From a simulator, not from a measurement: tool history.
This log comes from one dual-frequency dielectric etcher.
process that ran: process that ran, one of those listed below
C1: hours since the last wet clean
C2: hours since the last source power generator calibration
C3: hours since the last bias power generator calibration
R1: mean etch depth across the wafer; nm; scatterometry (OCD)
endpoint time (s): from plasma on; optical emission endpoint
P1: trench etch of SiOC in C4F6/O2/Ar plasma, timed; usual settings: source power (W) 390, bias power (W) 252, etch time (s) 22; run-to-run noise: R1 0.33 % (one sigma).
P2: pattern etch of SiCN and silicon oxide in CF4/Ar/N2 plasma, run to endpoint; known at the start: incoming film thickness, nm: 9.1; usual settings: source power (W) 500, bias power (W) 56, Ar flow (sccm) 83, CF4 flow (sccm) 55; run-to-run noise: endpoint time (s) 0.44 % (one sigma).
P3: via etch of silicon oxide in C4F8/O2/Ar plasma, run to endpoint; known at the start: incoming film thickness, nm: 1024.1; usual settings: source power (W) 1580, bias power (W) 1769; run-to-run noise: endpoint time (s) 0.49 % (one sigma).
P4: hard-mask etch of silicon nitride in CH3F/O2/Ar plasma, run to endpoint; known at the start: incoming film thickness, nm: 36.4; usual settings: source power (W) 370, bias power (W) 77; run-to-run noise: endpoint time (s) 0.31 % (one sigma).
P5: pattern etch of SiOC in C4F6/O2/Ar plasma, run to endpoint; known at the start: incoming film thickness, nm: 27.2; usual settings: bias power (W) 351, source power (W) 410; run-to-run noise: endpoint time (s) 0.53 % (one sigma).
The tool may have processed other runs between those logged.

Run 1, hour 6.8: process that ran P1, source power (W) 390, bias power (W) 252, etch time (s) 22; C1 381.3; C2 1610.2; C3 515.3. Result: R1 50.117 nm.
Run 2, hour 14.3: process that ran P1, source power (W) 390, bias power (W) 252, etch time (s) 22; C1 388.8; C2 1617.7; C3 522.8. Result: R1 49.826 nm.
Run 3, hour 27.6: process that ran P3, source power (W) 1010, bias power (W) 1769; C1 402.1; C2 1631; C3 536.1. Result: endpoint time (s) 274.76.
Run 4, hour 36.9: process that ran P1, source power (W) 390, bias power (W) 341, etch time (s) 31.5; C1 411.4; C2 1640.3; C3 545.4. Result: R1 79.771 nm.
Run 5, hour 44.3: process that ran P1, source power (W) 460, bias power (W) 348, etch time (s) 22; C1 418.8; C2 1647.7; C3 552.8. Result: R1 59.282 nm.
Run 6, hour 55.8: process that ran P2, source power (W) 300, bias power (W) 56, Ar flow (sccm) 83, CF4 flow (sccm) 55; C1 430.3; C2 1659.2; C3 564.3. Result: endpoint time (s) 16.252.
At hour 65.8: bias power generator calibrated.
Run 7, hour 67.2: process that ran P1, source power (W) 390, bias power (W) 252, etch time (s) 22; C1 441.7; C2 1670.6; C3 1.5. Result: R1 50.208 nm.
Run 8, hour 78.2: process that ran P1, source power (W) 230, bias power (W) 252, etch time (s) 22; C1 452.7; C2 1681.6; C3 12.5. Result: R1 40.918 nm.
Run 9, hour 85: process that ran P1, source power (W) 550, bias power (W) 252, etch time (s) 22; C1 459.5; C2 1688.4; C3 19.3. Result: R1 56.782 nm.
Run 10, hour 91.2: process that ran P1, source power (W) 390, bias power (W) 252, etch time (s) 31.5; C1 465.7; C2 1694.6; C3 25.5. Result: R1 71.389 nm.
Run 11, hour 97.2: process that ran P5, source power (W) 410, bias power (W) 351; C1 471.7; C2 1700.6; C3 31.5. Result: endpoint time (s) 10.757.
Run 12, hour 104.9: process that ran P3, source power (W) 1580, bias power (W) 1769; C1 479.4; C2 1708.3; C3 39.2. Result: endpoint time (s) 227.98.
At hour 111.6: source power generator calibrated.
Run 13, hour 112.3: process that ran P1, source power (W) 390, bias power (W) 252, etch time (s) 13; C1 486.8; C2 0.8; C3 46.6. Result: R1 29.533 nm.
Run 14, hour 120.4: process that ran P5, source power (W) 280, bias power (W) 351; C1 494.9; C2 8.9; C3 54.7. Result: endpoint time (s) 12.332.
Run 15, hour 131.5: process that ran P2, source power (W) 500, bias power (W) 37, Ar flow (sccm) 83, CF4 flow (sccm) 55; C1 506; C2 20; C3 65.8. Result: endpoint time (s) 11.731.
Run 16, hour 141.5: process that ran P1, source power (W) 390, bias power (W) 252, etch time (s) 22; C1 516; C2 30; C3 75.8. Result: R1 49.983 nm.
Run 17, hour 147.9: process that ran P2, source power (W) 500, bias power (W) 56, Ar flow (sccm) 83, CF4 flow (sccm) 36; C1 522.4; C2 36.4; C3 82.2. Result: endpoint time (s) 11.124.
Run 18, hour 161.1: process that ran P4, source power (W) 370, bias power (W) 77; C1 535.6; C2 49.6; C3 95.4. Result: endpoint time (s) 52.466.
Run 19, hour 169.6: process that ran P3, source power (W) 1580, bias power (W) 1769; C1 544.1; C2 58.1; C3 103.9. Result: endpoint time (s) 226.51.
Run 20, hour 176.7: process that ran P4, source power (W) 370, bias power (W) 51; C1 551.2; C2 65.2; C3 111. Result: endpoint time (s) 59.825.
Run 21, hour 185.5: process that ran P3, source power (W) 1580, bias power (W) 1061; C1 560; C2 74; C3 119.8. Result: endpoint time (s) 259.92.
Run 22, hour 197.5: process that ran P4, source power (W) 280, bias power (W) 77; C1 572; C2 86; C3 131.8. Result: endpoint time (s) 58.19.
Run 23, hour 208.2: process that ran P1, source power (W) 390, bias power (W) 337, etch time (s) 22; C1 582.7; C2 96.7; C3 142.5. Result: R1 55.695 nm.
Run 24, hour 215.4: process that ran P2, source power (W) 500, bias power (W) 56, Ar flow (sccm) 83, CF4 flow (sccm) 55; C1 589.9; C2 103.9; C3 149.7. Result: endpoint time (s) 10.343.
Run 25, hour 224: process that ran P1, source power (W) 390, bias power (W) 183, etch time (s) 22; C1 598.5; C2 112.5; C3 158.3. Result: R1 45.149 nm.
Run 26, hour 237.2: process that ran P2, source power (W) 500, bias power (W) 56, Ar flow (sccm) 55, CF4 flow (sccm) 55; C1 611.7; C2 125.7; C3 171.5. Result: endpoint time (s) 9.6615.
Run 27, hour 249.7: process that ran P4, source power (W) 370, bias power (W) 77; C1 624.2; C2 138.2; C3 184. Result: endpoint time (s) 52.251.
Run 28, hour 258.7: process that ran P1, source power (W) 390, bias power (W) 252, etch time (s) 22; C1 633.2; C2 147.2; C3 193. Result: R1 49.938 nm.
Run 29, hour 265.2: process that ran P5, source power (W) 410, bias power (W) 482; C1 639.7; C2 153.7; C3 199.5. Result: endpoint time (s) 9.5676.
Run 30, hour 271.2: process that ran P1, source power (W) 390, bias power (W) 252, etch time (s) 22; C1 645.7; C2 159.7; C3 205.5. Result: R1 49.889 nm.
Run 31, hour 280.3: process that ran P1, source power (W) 390, bias power (W) 252, etch time (s) 22; C1 654.8; C2 168.8; C3 214.6. Result: R1 49.986 nm.
Run 32, hour 292: process that ran P1, source power (W) 390, bias power (W) 252, etch time (s) 22; C1 666.5; C2 180.5; C3 226.3. Result: R1 49.369 nm.
Run 33, hour 300.8: process that ran P1, source power (W) 390, bias power (W) 252, etch time (s) 22; C1 675.3; C2 189.3; C3 235.1. Result: R1 49.38 nm.
Run 34, hour 309.5: process that ran P1, source power (W) 390, bias power (W) 252, etch time (s) 22; C1 684; C2 198; C3 243.8. Result: R1 49.604 nm.
Run 35, hour 320.5: process that ran P1, source power (W) 390, bias power (W) 252, etch time (s) 22; C1 695; C2 209; C3 254.8. Result: R1 49.293 nm.
At hour 328.3: wet clean of the chamber.
Run 36, hour 333: process that ran P1, source power (W) 390, bias power (W) 252, etch time (s) 22; C1 4.7; C2 221.5; C3 267.3. Result: R1 48.959 nm.
Run 37, hour 345.3: process that ran P1, source power (W) 390, bias power (W) 252, etch time (s) 22; C1 17; C2 233.8; C3 279.6. Result: R1 49.37 nm.
Run 38, hour 355.1: process that ran P1, source power (W) 390, bias power (W) 252, etch time (s) 22; C1 26.8; C2 243.6; C3 289.4. Result: R1 49.21 nm.
Run 39, hour 368.7: process that ran P1, source power (W) 390, bias power (W) 252, etch time (s) 22; C1 40.4; C2 257.2; C3 303. Result: R1 49.059 nm.

The log shows P1 creeping away from where it was. Any of the 2 causes listed here, at the size stated for it, fits the log just as well as the others:
A: bias power that arrives under what is set, % = 4.88
B: source power that arrives under what is set, % = 4.34
The onset of the drift is placed at about hour 271.2.
What rules out each remaining cause:
chamber walls in a state that lowers the etch rate, %: serviced at hour 328.3, after the drift had started, without restoring the earlier output

You are offered 4 check runs, listed below with question marks in place of their results; each one averages 2 wafers. Which run separates the listed causes by giving clearly different results for each?
Run check 1, hour 382.3: process that ran P5, source power (W) 410, bias power (W) 351. Result: endpoint time (s) ?.
Run check 2, hour 382.3: process that ran P4, source power (W) 370, bias power (W) 77. Result: endpoint time (s) ?.
Run check 3, hour 382.3: process that ran P3, source power (W) 1580, bias power (W) 1769. Result: endpoint time (s) ?.
Run check 4, hour 382.3: process that ran P2, source power (W) 500, bias power (W) 56, Ar flow (sccm) 83, CF4 flow (sccm) 55. Result: endpoint time (s) ?.

If the cause were each of the candidates in turn, the checks would give the following:
  check             result    if A    if B
check 1  endpoint time (s)  10.946  10.936
check 2  endpoint time (s)   53.21  53.173
check 3  endpoint time (s)  230.51  231.36
check 4  endpoint time (s)  10.544  10.796
Gap, in per cent, between the two causes that each check separates least, read from the result that separates them most: check 1 0.09 %; check 2 0.07 %; check 3 0.37 %; check 4 2.36 %
Only check 4 tells the causes apart: in the others they would give nearly the same result.

Check 4 was then run and gave: endpoint time (s) 10.547. Which cause is it?

The cause is A: bias power that arrives under what is set, %.
